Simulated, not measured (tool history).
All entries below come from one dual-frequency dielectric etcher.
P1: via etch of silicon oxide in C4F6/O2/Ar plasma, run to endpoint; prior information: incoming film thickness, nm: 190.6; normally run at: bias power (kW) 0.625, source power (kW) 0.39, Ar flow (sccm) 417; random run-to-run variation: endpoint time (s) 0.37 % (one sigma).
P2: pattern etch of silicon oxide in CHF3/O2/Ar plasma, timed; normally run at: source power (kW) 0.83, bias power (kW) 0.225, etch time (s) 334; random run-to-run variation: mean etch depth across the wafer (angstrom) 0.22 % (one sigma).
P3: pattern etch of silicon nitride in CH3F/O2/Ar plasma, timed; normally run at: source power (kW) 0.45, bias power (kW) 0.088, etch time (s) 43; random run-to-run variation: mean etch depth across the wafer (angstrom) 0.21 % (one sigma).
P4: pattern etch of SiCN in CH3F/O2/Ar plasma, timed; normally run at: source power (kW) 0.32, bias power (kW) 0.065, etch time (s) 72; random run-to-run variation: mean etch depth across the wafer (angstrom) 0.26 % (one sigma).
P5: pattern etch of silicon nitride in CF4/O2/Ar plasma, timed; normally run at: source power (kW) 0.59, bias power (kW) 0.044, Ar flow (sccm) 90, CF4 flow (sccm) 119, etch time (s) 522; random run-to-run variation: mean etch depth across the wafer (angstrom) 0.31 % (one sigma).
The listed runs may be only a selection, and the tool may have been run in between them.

run	hour	process that ran	bias power (kW)	source power (kW)	Ar flow (sccm)	etch time (s)	CF4 flow (sccm)	hours since the last wet clean	hours since the last bias power generator calibration	hours since the last source power generator calibration	hours since the last Ar flow controller change	endpoint time (s)	mean etch depth across the wafer (angstrom)
1	11	P1	0.625	0.39	417			67.3	859.9	1340.6	3863.6	40.137	
2	27.2	P2	0.225	0.49		334		83.5	876.1	1356.8	3879.8		6542.7
3	36.6	P1	0.823	0.39	417			92.9	885.5	1366.2	3889.2	36.047	
4	45.4	P3	0.058	0.45		43		101.7	894.3	1375	3898		296.33
5	61.2	P1	0.625	0.52	417			117.5	910.1	1390.8	3913.8	36.128	
6	75.4	P1	0.625	0.3	417			131.7	924.3	1405	3928	44.174	
7	87.5	P5	0.03	0.59	90	522	119	143.8	936.4	1417.1	3940.1		10148
8	101.4	P5	0.044	0.59	90	748.5	119	157.7	950.3	1431	3954		16476
9	109.6	P1	0.625	0.47	490			165.9	958.5	1439.2	3962.2	37.864	
10	118.8	P4	0.065	0.2		72		175.1	967.7	1448.4	3971.4		202.5
11	134.6	P2	0.225	0.83		334		190.9	983.5	1464.2	3987.2		8012.9
12	144.2	P4	0.038	0.32		72		200.5	993.1	1473.8	3996.8		201.83
# hour 153: source power generator calibrated
13	159.8	P3	0.088	0.45		43		216.1	1008.7	6.9	4012.4		340.79
14	174.8	P1	0.368	0.39	417			231.1	1023.7	21.9	4027.4	48.618	
15	187.6	P1	0.625	0.39	417			243.9	1036.5	34.7	4040.2	40.195	
16	204.1	P3	0.088	0.27		43		260.4	1053	51.2	4056.7		280.97
17	216.1	P5	0.044	0.59	90	522	144	272.4	1065	63.2	4068.7		11742
18	226.3	P1	0.625	0.39	417			282.6	1075.2	73.4	4078.9	40.246	
19	235.6	P2	0.225	0.83		416.5		291.9	1084.5	82.7	4088.2		9953.1
20	245.3	P5	0.044	0.59	126	522	119	301.6	1094.2	92.4	4097.9		11025
21	254.9	P4	0.065	0.32		72		311.2	1103.8	102	4107.5		240.88
22	267.5	P2	0.303	0.83		334		323.8	1116.4	114.6	4120.1		8873.7
23	283.7	P1	0.625	0.39	417			340	1132.6	130.8	4136.3	40.442	
24	292.9	P1	0.625	0.39	417			349.2	1141.8	140	4145.5	39.92	
25	302	P3	0.088	0.45		43		358.3	1150.9	149.1	4154.6		340.17
26	311.2	P4	0.065	0.32		96		367.5	1160.1	158.3	4163.8		321.92
27	319.3	P5	0.044	0.59	90	522	119	375.6	1168.2	166.4	4171.9		11540
28	329.9	P3	0.088	0.45		23.5		386.2	1178.8	177	4182.5		185.94
29	346.4	P1	0.625	0.39	333			402.7	1195.3	193.5	4199	39.181	
30	360.8	P1	0.625	0.39	417			417.1	1209.7	207.9	4213.4	40.196	
# hour 370.1: bias power generator calibrated
31	376.2	P4	0.065	0.32		72		432.5	6.1	223.3	4228.8		240.97
32	384.8	P2	0.225	0.83		334		441.1	14.7	231.9	4237.4		8010.3
33	395.6	P5	0.044	0.76	90	522	119	451.9	25.5	242.7	4248.2		14380
34	405.3	P1	0.625	0.39	494			461.6	35.2	252.4	4257.9	40.956	
35	416.1	P1	0.625	0.39	417			472.4	46	263.2	4268.7	40.185	
36	426.5	P1	0.625	0.39	417			482.8	56.4	273.6	4279.1	40.188	
37	434.5	P1	0.625	0.39	417			490.8	64.4	281.6	4287.1	40.474	
38	446.8	P1	0.625	0.39	417			503.1	76.7	293.9	4299.4	40.432	
39	463.8	P1	0.625	0.39	417			520.1	93.7	310.9	4316.4	40.665	
40	478	P1	0.625	0.39	417			534.3	107.9	325.1	4330.6	40.745	
# hour 480.6: wet clean of the chamber
41	488.1	P1	0.625	0.39	417			7.6	118	335.2	4340.7	40.553	
42	500.6	P1	0.625	0.39	417			20.1	130.5	347.7	4353.2	41.154	
43	512.8	P1	0.625	0.39	417			32.3	142.7	359.9	4365.4	41.074	
44	526.7	P1	0.625	0.39	417			46.2	156.6	373.8	4379.3	41.013	

P1 no longer gives what it gave before; its output has crept away from where it was. The following 2 causes, each at its listed size, fit the log equally well:
A: source power that arrives under what is set, % = 4.92
B: bias power that arrives under what is set, % = 4.68
The onset of the drift is placed at about hour 426.5.
What rules out each remaining cause:
chamber walls in a state that lowers the etch rate, %: serviced at hour 480.6, which brought nothing back
Ar flow that arrives over what is set, %: limited to 8, which would change endpoint time (s) by +0.9 %, either short of the creep or opposite in sign

Question marks stand in for the results of the 4 check runs listed below, each run on one wafer. Under which run would the listed causes show clearly different results?
check 1	540.6	P2	0.299	0.52		334							?
check 2	540.6	P5	0.044	0.71	114	522	119						?
check 3	540.6	P4	0.046	0.24		72							?
check 4	540.6	P3	0.068	0.45		43							?

How each check would come out, cause by cause:
check	result	if A	if B
check 1	mean etch depth across the wafer (angstrom)	7293.5	7300.8
check 2	mean etch depth across the wafer (angstrom)	12598	12949
check 3	mean etch depth across the wafer (angstrom)	188.6	189.26
check 4	mean etch depth across the wafer (angstrom)	305.12	306.13
Gap, in per cent, between the two causes that each check separates least, read from the result that separates them most: check 1 0.1 %; check 2 2.75 %; check 3 0.35 %; check 4 0.33 %
Check 2 is the one run that separates the causes; every other check would come out nearly the same whichever cause is at work.

The results of check 2 are: mean etch depth across the wafer (angstrom) 12967. Based on these, which of the listed causes is it?

It is B: bias power that arrives under what is set, %.

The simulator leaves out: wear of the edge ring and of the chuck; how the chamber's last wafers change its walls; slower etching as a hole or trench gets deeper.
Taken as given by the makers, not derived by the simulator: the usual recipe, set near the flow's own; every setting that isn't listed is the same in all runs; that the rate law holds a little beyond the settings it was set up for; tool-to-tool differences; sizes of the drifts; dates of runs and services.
